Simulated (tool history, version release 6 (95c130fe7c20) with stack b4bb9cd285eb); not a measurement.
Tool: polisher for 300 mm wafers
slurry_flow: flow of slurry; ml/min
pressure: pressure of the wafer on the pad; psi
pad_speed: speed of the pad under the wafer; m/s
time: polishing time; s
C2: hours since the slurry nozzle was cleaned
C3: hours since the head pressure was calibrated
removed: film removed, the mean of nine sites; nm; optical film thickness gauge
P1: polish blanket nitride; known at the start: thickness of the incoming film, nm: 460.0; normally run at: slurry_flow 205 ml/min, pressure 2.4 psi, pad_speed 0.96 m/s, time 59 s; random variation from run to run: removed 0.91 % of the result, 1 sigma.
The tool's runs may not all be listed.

{"run": 1, "hour": 8.5, "slurry_flow": 205, "pressure": 2.4, "pad_speed": 0.96, "time": 59, "wafers polished on this pad": 317, "C2": 156.9, "C3": 584.5, "removed": 73.395}
{"run": 2, "hour": 22.8, "slurry_flow": 275, "pressure": 2.4, "pad_speed": 1.44, "time": 59, "wafers polished on this pad": 507, "C2": 171.2, "C3": 598.8, "removed": 106.97}
{"run": 3, "hour": 35.0, "slurry_flow": 205, "pressure": 2.4, "pad_speed": 0.96, "time": 59, "wafers polished on this pad": 669, "C2": 183.4, "C3": 611.0, "removed": 74.076}
{"run": 4, "hour": 47.2, "slurry_flow": 205, "pressure": 2.4, "pad_speed": 0.6, "time": 59, "wafers polished on this pad": 831, "C2": 195.6, "C3": 623.2, "removed": 51.126}
{"run": 5, "hour": 57.5, "slurry_flow": 205, "pressure": 3.7, "pad_speed": 0.96, "time": 59, "wafers polished on this pad": 968, "C2": 205.9, "C3": 633.5, "removed": 113.12}
{"run": 6, "hour": 67.9, "slurry_flow": 205, "pressure": 2.4, "pad_speed": 0.96, "time": 59, "wafers polished on this pad": 1106, "C2": 216.3, "C3": 643.9, "removed": 72.804}
{"run": 7, "hour": 77.3, "slurry_flow": 205, "pressure": 2.4, "pad_speed": 0.96, "time": 59, "wafers polished on this pad": 1231, "C2": 225.7, "C3": 653.3, "removed": 72.993}
{"run": 8, "hour": 93.1, "slurry_flow": 205, "pressure": 1.5, "pad_speed": 0.96, "time": 59, "wafers polished on this pad": 1441, "C2": 241.5, "C3": 669.1, "removed": 46.231}
{"run": 9, "hour": 100.9, "slurry_flow": 205, "pressure": 2.4, "pad_speed": 1.32, "time": 59, "wafers polished on this pad": 1545, "C2": 249.3, "C3": 676.9, "removed": 95.459}
{"run": 10, "hour": 114.5, "slurry_flow": 310, "pressure": 2.4, "pad_speed": 0.96, "time": 59, "wafers polished on this pad": 1726, "C2": 262.9, "C3": 690.5, "removed": 77.853}
{"run": 11, "hour": 121.9, "slurry_flow": 205, "pressure": 2.4, "pad_speed": 0.96, "time": 27, "wafers polished on this pad": 1824, "C2": 270.3, "C3": 697.9, "removed": 33.412}
{"run": 12, "hour": 130.4, "slurry_flow": 125, "pressure": 2.4, "pad_speed": 0.96, "time": 59, "wafers polished on this pad": 1937, "C2": 278.8, "C3": 706.4, "removed": 68.496}
{"run": 13, "hour": 144.5, "slurry_flow": 205, "pressure": 2.4, "pad_speed": 0.96, "time": 93, "wafers polished on this pad": 2124, "C2": 292.9, "C3": 720.5, "removed": 116.59}
{"run": 14, "hour": 156.2, "slurry_flow": 205, "pressure": 2.4, "pad_speed": 0.96, "time": 59, "wafers polished on this pad": 2280, "C2": 304.6, "C3": 732.2, "removed": 73.544}
{"run": 15, "hour": 166.2, "slurry_flow": 205, "pressure": 2.4, "pad_speed": 0.96, "time": 59, "wafers polished on this pad": 2413, "C2": 314.6, "C3": 742.2, "removed": 73.508}
{"run": 16, "hour": 176.5, "slurry_flow": 205, "pressure": 2.4, "pad_speed": 0.96, "time": 59, "wafers polished on this pad": 2550, "C2": 324.9, "C3": 752.5, "removed": 72.667}
{"run": 17, "hour": 187.1, "slurry_flow": 205, "pressure": 2.4, "pad_speed": 0.96, "time": 59, "wafers polished on this pad": 2691, "C2": 335.5, "C3": 763.1, "removed": 70.125}
{"hour": 193.7, "done": "worn pad replaced by a new one"}
{"run": 18, "hour": 202.8, "slurry_flow": 205, "pressure": 2.4, "pad_speed": 0.96, "time": 59, "wafers polished on this pad": 121, "C2": 351.2, "C3": 778.8, "removed": 69.796}
{"run": 19, "hour": 215.3, "slurry_flow": 205, "pressure": 2.4, "pad_speed": 0.96, "time": 59, "wafers polished on this pad": 287, "C2": 363.7, "C3": 791.3, "removed": 70.014}
{"run": 20, "hour": 225.7, "slurry_flow": 205, "pressure": 2.4, "pad_speed": 0.96, "time": 59, "wafers polished on this pad": 426, "C2": 374.1, "C3": 801.7, "removed": 70.23}
{"run": 21, "hour": 233.5, "slurry_flow": 205, "pressure": 2.4, "pad_speed": 0.96, "time": 59, "wafers polished on this pad": 529, "C2": 381.9, "C3": 809.5, "removed": 70.046}

What P1 gives has crept away from where it was. These 2 causes fit the log equally well, each at the size given:
A: head's pressure below its setpoint, % = 4.94
B: slurry flow missing at the pad, % = 28.4
The creep began at about hour 166.2.
Why every other cause is out:
removal rate lost through wear of the pad, %: serviced at hour 193.7, which brought nothing back

4 check runs are offered, each on 5 wafers whose results are averaged, their results left as question marks. Which one tells the causes apart?
{"run": "check 1", "hour": 241.3, "slurry_flow": 205, "pressure": 3.7, "pad_speed": 1.32, "time": 59, "removed": "?"}
{"run": "check 2", "hour": 241.3, "slurry_flow": 205, "pressure": 1.9, "pad_speed": 1.18, "time": 59, "removed": "?"}
{"run": "check 3", "hour": 241.3, "slurry_flow": 205, "pressure": 2.4, "pad_speed": 0.62, "time": 59, "removed": "?"}
{"run": "check 4", "hour": 241.3, "slurry_flow": 125, "pressure": 2.4, "pad_speed": 0.96, "time": 27, "removed": "?"}

What each check would give under each cause:
check=check_1 result=removed if_A=139.060 if_B=139.070
check=check_2 result=removed if_A=65.284 if_B=65.288
check=check_3 result=removed if_A=49.280 if_B=49.283
check=check_4 result=removed if_A=29.504 if_B=28.668
How far apart the two closest causes lie, in the result that separates them most: check 1 0.01 %; check 2 0.01 %; check 3 0.01 %; check 4 2.87 %
Only check 4 tells the causes apart: in the others they would give nearly the same result.

Then check 4 was run and gave: removed 28.492 nm. Which cause is it?

It is B: slurry flow missing at the pad, %.

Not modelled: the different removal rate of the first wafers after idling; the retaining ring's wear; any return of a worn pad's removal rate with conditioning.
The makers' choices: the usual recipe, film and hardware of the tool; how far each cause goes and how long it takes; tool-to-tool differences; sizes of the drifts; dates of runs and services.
